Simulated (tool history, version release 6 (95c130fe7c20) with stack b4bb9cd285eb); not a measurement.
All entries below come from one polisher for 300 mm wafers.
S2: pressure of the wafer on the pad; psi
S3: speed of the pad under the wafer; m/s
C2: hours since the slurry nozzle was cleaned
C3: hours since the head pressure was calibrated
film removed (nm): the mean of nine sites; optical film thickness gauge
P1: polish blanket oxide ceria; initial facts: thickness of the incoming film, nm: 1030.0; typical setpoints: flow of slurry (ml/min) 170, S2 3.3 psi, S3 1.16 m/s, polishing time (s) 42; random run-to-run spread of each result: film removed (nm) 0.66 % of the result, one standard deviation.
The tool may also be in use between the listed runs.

Run 1, day 0.238: flow of slurry (ml/min) 170, S2 3.3 psi, S3 1.16 m/s, polishing time (s) 42; wafers polished on this pad 870; C2 308.6; C3 85.8. Result: film removed (nm) 260.76.
Run 2, day 0.500: flow of slurry (ml/min) 170, S2 3.3 psi, S3 1.60 m/s, polishing time (s) 42; wafers polished on this pad 953; C2 314.9; C3 92.1. Result: film removed (nm) 359.29.
Run 3, day 0.725: flow of slurry (ml/min) 170, S2 3.3 psi, S3 1.16 m/s, polishing time (s) 42; wafers polished on this pad 1024; C2 320.3; C3 97.5. Result: film removed (nm) 259.95.
Run 4, day 0.854: flow of slurry (ml/min) 170, S2 3.3 psi, S3 1.16 m/s, polishing time (s) 42; wafers polished on this pad 1065; C2 323.4; C3 100.6. Result: film removed (nm) 258.10.
Run 5, day 0.983: flow of slurry (ml/min) 170, S2 3.3 psi, S3 0.58 m/s, polishing time (s) 42; wafers polished on this pad 1106; C2 326.5; C3 103.7. Result: film removed (nm) 131.71.
Run 6, day 1.192: flow of slurry (ml/min) 170, S2 3.3 psi, S3 1.16 m/s, polishing time (s) 42; wafers polished on this pad 1171; C2 331.5; C3 108.7. Result: film removed (nm) 259.76.
Run 7, day 1.375: flow of slurry (ml/min) 170, S2 1.5 psi, S3 1.16 m/s, polishing time (s) 42; wafers polished on this pad 1229; C2 335.9; C3 113.1. Result: film removed (nm) 118.26.
Run 8, day 1.638: flow of slurry (ml/min) 170, S2 3.3 psi, S3 1.16 m/s, polishing time (s) 19; wafers polished on this pad 1312; C2 342.2; C3 119.4. Result: film removed (nm) 118.70.
Run 9, day 1.821: flow of slurry (ml/min) 235, S2 3.3 psi, S3 1.16 m/s, polishing time (s) 22; wafers polished on this pad 1370; C2 346.6; C3 123.8. Result: film removed (nm) 141.76.
Run 10, day 1.979: flow of slurry (ml/min) 170, S2 3.3 psi, S3 1.16 m/s, polishing time (s) 61; wafers polished on this pad 1420; C2 350.4; C3 127.6. Result: film removed (nm) 381.05.
Run 11, day 2.254: flow of slurry (ml/min) 260, S2 3.3 psi, S3 1.16 m/s, polishing time (s) 42; wafers polished on this pad 1507; C2 357.0; C3 134.2. Result: film removed (nm) 275.71.
Run 12, day 2.492: flow of slurry (ml/min) 110, S2 3.3 psi, S3 1.16 m/s, polishing time (s) 42; wafers polished on this pad 1582; C2 362.7; C3 139.9. Result: film removed (nm) 238.29.
Run 13, day 2.708: flow of slurry (ml/min) 170, S2 3.3 psi, S3 1.16 m/s, polishing time (s) 42; wafers polished on this pad 1650; C2 367.9; C3 145.1. Result: film removed (nm) 261.00.
Run 14, day 2.871: flow of slurry (ml/min) 170, S2 3.3 psi, S3 1.16 m/s, polishing time (s) 42; wafers polished on this pad 1701; C2 371.8; C3 149.0. Result: film removed (nm) 260.67.
Run 15, day 3.108: flow of slurry (ml/min) 170, S2 3.3 psi, S3 1.16 m/s, polishing time (s) 42; wafers polished on this pad 1776; C2 377.5; C3 154.7. Result: film removed (nm) 260.95.
Run 16, day 3.279: flow of slurry (ml/min) 170, S2 4.6 psi, S3 1.16 m/s, polishing time (s) 42; wafers polished on this pad 1830; C2 381.6; C3 158.8. Result: film removed (nm) 365.68.
Run 17, day 3.471: flow of slurry (ml/min) 170, S2 3.3 psi, S3 1.16 m/s, polishing time (s) 42; wafers polished on this pad 1891; C2 386.2; C3 163.4. Result: film removed (nm) 259.99.
Run 18, day 3.712: flow of slurry (ml/min) 170, S2 3.3 psi, S3 1.16 m/s, polishing time (s) 42; wafers polished on this pad 1967; C2 392.0; C3 169.2. Result: film removed (nm) 250.82.
Run 19, day 3.854: flow of slurry (ml/min) 170, S2 3.3 psi, S3 1.16 m/s, polishing time (s) 42; wafers polished on this pad 2012; C2 395.4; C3 172.6. Result: film removed (nm) 248.53.
Run 20, day 3.996: flow of slurry (ml/min) 170, S2 3.3 psi, S3 1.16 m/s, polishing time (s) 42; wafers polished on this pad 2056; C2 398.8; C3 176.0. Result: film removed (nm) 244.33.
At day 4.075: head pressure recalibrated.
Run 21, day 4.138: flow of slurry (ml/min) 170, S2 3.3 psi, S3 1.16 m/s, polishing time (s) 42; wafers polished on this pad 2101; C2 402.2; C3 1.5. Result: film removed (nm) 242.35.
Run 22, day 4.258: flow of slurry (ml/min) 170, S2 3.3 psi, S3 1.16 m/s, polishing time (s) 42; wafers polished on this pad 2139; C2 405.1; C3 4.4. Result: film removed (nm) 243.29.
Run 23, day 4.433: flow of slurry (ml/min) 170, S2 3.3 psi, S3 1.16 m/s, polishing time (s) 42; wafers polished on this pad 2194; C2 409.3; C3 8.6. Result: film removed (nm) 240.27.
Run 24, day 4.571: flow of slurry (ml/min) 170, S2 3.3 psi, S3 1.16 m/s, polishing time (s) 42; wafers polished on this pad 2238; C2 412.6; C3 11.9. Result: film removed (nm) 243.61.
Run 25, day 4.704: flow of slurry (ml/min) 170, S2 3.3 psi, S3 1.16 m/s, polishing time (s) 42; wafers polished on this pad 2280; C2 415.8; C3 15.1. Result: film removed (nm) 241.35.
Run 26, day 4.892: flow of slurry (ml/min) 170, S2 3.3 psi, S3 1.16 m/s, polishing time (s) 42; wafers polished on this pad 2339; C2 420.3; C3 19.6. Result: film removed (nm) 240.71.

What P1 gives has crept off from where it sat before. The 2 causes that follow fit the log equally well, each at the size noted:
A: removal rate lost through wear of the pad, % = 7.7
B: slurry flow missing at the pad, % = 34.9
Onset of the creep was near day 3.471.
Each remaining cause and why it is not a fit:
head's pressure below its setpoint, %: serviced after onset, at day 4.075, with no recovery of the prior output

Below are 4 check runs, each averaged over 5 wafers, with their results shown as question marks. Which of them would give clearly different results depending on which cause is behind the drift?
Run check 1, day 5.079: flow of slurry (ml/min) 170, S2 3.3 psi, S3 0.66 m/s, polishing time (s) 27. Result: film removed (nm) ?.
Run check 2, day 5.079: flow of slurry (ml/min) 245, S2 3.3 psi, S3 1.16 m/s, polishing time (s) 30. Result: film removed (nm) ?.
Run check 3, day 5.079: flow of slurry (ml/min) 170, S2 3.3 psi, S3 0.78 m/s, polishing time (s) 19. Result: film removed (nm) ?.
Run check 4, day 5.079: flow of slurry (ml/min) 170, S2 1.6 psi, S3 1.16 m/s, polishing time (s) 60. Result: film removed (nm) ?.

If the cause were each of the candidates in turn, the checks would give the following:
  check             result     if A     if B
check 1  film removed (nm)   88.100   88.088
check 2  film removed (nm)  180.360  184.540
check 3  film removed (nm)   73.268   73.258
check 4  film removed (nm)  166.830  166.810
Per check, the gap between the least separated pair of causes, taken in the result that splits them most: check 1 0.01 %; check 2 2.29 %; check 3 0.01 %; check 4 0.01 %
The causes can be told apart only by check 2. The other checks would give nearly the same results under each of them.

Check 2 has now been run. It gave: film removed (nm) 179.940. Which of the candidate causes is it?

Of the candidate causes, it is A: removal rate lost through wear of the pad, %.
